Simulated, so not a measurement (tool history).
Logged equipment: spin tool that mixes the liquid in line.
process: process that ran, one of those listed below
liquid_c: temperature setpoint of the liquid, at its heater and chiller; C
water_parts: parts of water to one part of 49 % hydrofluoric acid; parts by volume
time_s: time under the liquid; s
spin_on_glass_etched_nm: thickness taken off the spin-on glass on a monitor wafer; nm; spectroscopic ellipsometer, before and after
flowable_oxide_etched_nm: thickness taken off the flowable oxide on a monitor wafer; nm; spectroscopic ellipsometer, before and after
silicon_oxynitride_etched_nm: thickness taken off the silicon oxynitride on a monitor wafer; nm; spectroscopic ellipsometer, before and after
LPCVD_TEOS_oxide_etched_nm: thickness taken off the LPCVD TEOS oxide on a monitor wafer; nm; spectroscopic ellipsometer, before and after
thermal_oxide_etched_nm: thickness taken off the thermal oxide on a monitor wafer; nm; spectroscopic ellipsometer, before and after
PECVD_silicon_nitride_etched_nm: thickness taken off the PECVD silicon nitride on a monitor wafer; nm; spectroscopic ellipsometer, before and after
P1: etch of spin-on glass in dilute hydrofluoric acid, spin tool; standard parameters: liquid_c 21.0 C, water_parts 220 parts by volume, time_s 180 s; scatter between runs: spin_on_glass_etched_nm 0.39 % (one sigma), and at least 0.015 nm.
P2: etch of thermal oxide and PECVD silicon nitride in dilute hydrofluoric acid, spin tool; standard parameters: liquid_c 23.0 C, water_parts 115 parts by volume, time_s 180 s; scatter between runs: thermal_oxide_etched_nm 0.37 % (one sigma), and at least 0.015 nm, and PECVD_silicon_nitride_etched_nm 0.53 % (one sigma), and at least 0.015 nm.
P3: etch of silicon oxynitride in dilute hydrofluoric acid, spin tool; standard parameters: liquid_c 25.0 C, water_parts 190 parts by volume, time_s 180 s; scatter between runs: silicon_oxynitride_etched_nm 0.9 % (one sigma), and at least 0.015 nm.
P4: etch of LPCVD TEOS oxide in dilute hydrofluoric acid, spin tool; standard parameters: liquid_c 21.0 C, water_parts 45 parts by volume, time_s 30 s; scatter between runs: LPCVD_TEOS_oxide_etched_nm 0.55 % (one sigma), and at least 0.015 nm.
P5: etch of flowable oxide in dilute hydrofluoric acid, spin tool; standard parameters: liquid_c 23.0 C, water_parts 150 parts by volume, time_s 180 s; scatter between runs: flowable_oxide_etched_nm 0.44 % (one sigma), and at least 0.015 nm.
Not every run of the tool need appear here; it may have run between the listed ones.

| run | hour | process | liquid_c | water_parts | time_s | spin_on_glass_etched_nm | flowable_oxide_etched_nm | silicon_oxynitride_etched_nm | LPCVD_TEOS_oxide_etched_nm | thermal_oxide_etched_nm | PECVD_silicon_nitride_etched_nm |
|---|---|---|---|---|---|---|---|---|---|---|---|
| 1 | 9.5 | P1 | 21.0 | 220 | 180 | 28.3620 |  |  |  |  |  |
| 2 | 19.1 | P1 | 21.0 | 220 | 180 | 28.3560 |  |  |  |  |  |
| 3 | 34.2 | P5 | 23.0 | 150 | 180 |  | 43.361 |  |  |  |  |
| 4 | 48.3 | P1 | 24.5 | 220 | 345 | 62.0730 |  |  |  |  |  |
| 5 | 62.0 | P1 | 21.0 | 60 | 65 | 44.5380 |  |  |  |  |  |
| 6 | 74.2 | P1 | 17.0 | 220 | 180 | 24.2030 |  |  |  |  |  |
| 7 | 85.8 | P3 | 25.0 | 290 | 180 |  |  | 1.7576 |  |  |  |
| 8 | 99.5 | P4 | 21.0 | 80 | 30 |  |  |  | 10.4660 |  |  |
| 9 | 112.2 | P2 | 23.0 | 115 | 180 |  |  |  |  | 6.9765 | 8.3075 |
| 10 | 126.1 | P3 | 25.0 | 190 | 270 |  |  | 4.3886 |  |  |  |
| 11 | 137.9 | P1 | 21.0 | 220 | 180 | 28.4000 |  |  |  |  |  |
| 12 | 148.8 | P5 | 23.0 | 265 | 180 |  | 21.794 |  |  |  |  |
| 13 | 160.7 | P2 | 23.0 | 115 | 45 |  |  |  |  | 1.7629 | 2.0439 |
| 14 | 176.1 | P3 | 25.0 | 190 | 180 |  |  | 2.9171 |  |  |  |
| 15 | 186.3 | P5 | 23.0 | 150 | 365 |  | 87.864 |  |  |  |  |
| 16 | 194.8 | P2 | 23.0 | 25 | 180 |  |  |  |  | 36.1040 | 36.5620 |
| 17 | 203.1 | P1 | 17.0 | 220 | 45 | 6.0715 |  |  |  |  |  |
| 18 | 216.2 | P4 | 21.0 | 45 | 30 |  |  |  | 19.1160 |  |  |
| 19 | 224.5 | P1 | 21.0 | 220 | 180 | 28.5810 |  |  |  |  |  |
| 20 | 236.4 | P3 | 33.0 | 190 | 180 |  |  | 4.0864 |  |  |  |
| 21 | 245.0 | P1 | 27.0 | 220 | 180 | 35.2670 |  |  |  |  |  |
| 22 | 255.7 | P1 | 21.0 | 220 | 15 | 2.3819 |  |  |  |  |  |
| 23 | 262.4 | P4 | 21.0 | 45 | 15 |  |  |  | 9.8205 |  |  |
| 24 | 274.8 | P1 | 21.0 | 40 | 180 | 191.3400 |  |  |  |  |  |
| 25 | 284.1 | P1 | 21.0 | 220 | 180 | 28.4430 |  |  |  |  |  |
| 26 | 291.9 | P4 | 21.0 | 45 | 30 |  |  |  | 19.4020 |  |  |
| 27 | 304.5 | P1 | 21.0 | 350 | 180 | 15.9010 |  |  |  |  |  |
| 28 | 312.4 | P4 | 29.0 | 45 | 30 |  |  |  | 26.8920 |  |  |
| 29 | 323.5 | P1 | 21.0 | 220 | 290 | 45.9600 |  |  |  |  |  |
| 30 | 338.0 | P5 | 19.0 | 150 | 180 |  | 37.202 |  |  |  |  |
| 31 | 349.8 | P3 | 25.0 | 190 | 180 |  |  | 2.9269 |  |  |  |
| 32 | 362.1 | P2 | 29.0 | 115 | 180 |  |  |  |  | 8.7859 | 12.2510 |
| 33 | 369.8 | P2 | 23.0 | 115 | 180 |  |  |  |  | 6.9329 | 8.2540 |
| 34 | 380.1 | P1 | 21.0 | 220 | 180 | 28.5060 |  |  |  |  |  |
| 35 | 392.4 | P1 | 21.0 | 220 | 180 | 28.1940 |  |  |  |  |  |
| 36 | 400.8 | P1 | 21.0 | 220 | 180 | 28.9400 |  |  |  |  |  |
| 37 | 410.9 | P1 | 21.0 | 220 | 180 | 29.4460 |  |  |  |  |  |
| 38 | 420.7 | P1 | 21.0 | 220 | 180 | 29.4670 |  |  |  |  |  |
| 39 | 430.0 | P1 | 21.0 | 220 | 180 | 29.9620 |  |  |  |  |  |
| 40 | 445.4 | P1 | 21.0 | 220 | 180 | 30.3140 |  |  |  |  |  |
| 41 | 453.0 | P1 | 21.0 | 220 | 180 | 30.3950 |  |  |  |  |  |
| 42 | 465.4 | P1 | 21.0 | 220 | 180 | 30.0800 |  |  |  |  |  |
| 43 | 477.0 | P1 | 21.0 | 220 | 180 | 30.0780 |  |  |  |  |  |
| 44 | 484.5 | P1 | 21.0 | 220 | 180 | 30.4120 |  |  |  |  |  |
| 45 | 494.0 | P1 | 21.0 | 220 | 180 | 30.2410 |  |  |  |  |  |

The log shows P1 creeping away from where it was. Any of the 2 causes listed here, at the size stated for it, fits the log just as well as the others:
A: hydrofluoric acid flow above the setpoint (%) = 5.29
B: liquid hotter than its thermometer reads (K) = 1.68
The creep began at about hour 392.4.

Listed below are the offered check runs, one wafer per run, with question marks in place of results. For which of them would the causes give clearly different outcomes?
| check 1 | 503.5 | P5 | 23.0 | 250 | 300 |  | ? |  |  |  |  |
| check 2 | 503.5 | P4 | 28.5 | 45 | 30 |  |  |  | ? |  |  |
| check 3 | 503.5 | P2 | 23.0 | 115 | 80 |  |  |  |  | ? | ? |
| check 4 | 503.5 | P3 | 31.5 | 190 | 180 |  |  | ? |  |  |  |

Expected result of each check under each candidate cause:
| check | result | if A | if B |
|---|---|---|---|
| check 1 | flowable_oxide_etched_nm | 41.679 | 41.517 |
| check 2 | LPCVD_TEOS_oxide_etched_nm | 27.8860 | 28.2140 |
| check 3 | thermal_oxide_etched_nm | 3.2890 | 3.3140 |
| check 3 | PECVD_silicon_nitride_etched_nm | 3.8585 | 4.0945 |
| check 4 | silicon_oxynitride_etched_nm | 4.0659 | 4.1002 |
Per-check spread between the two closest causes, in the result where they differ most: check 1 0.39 %; check 2 1.17 %; check 3 5.94 %; check 4 0.84 %
Check 3 tells the causes apart: in the others they would give nearly the same result.

Running check 3 produced the following: thermal_oxide_etched_nm 3.2826 nm; PECVD_silicon_nitride_etched_nm 3.8862 nm. Which one of the listed causes fits?

It is A: hydrofluoric acid flow above the setpoint (%).
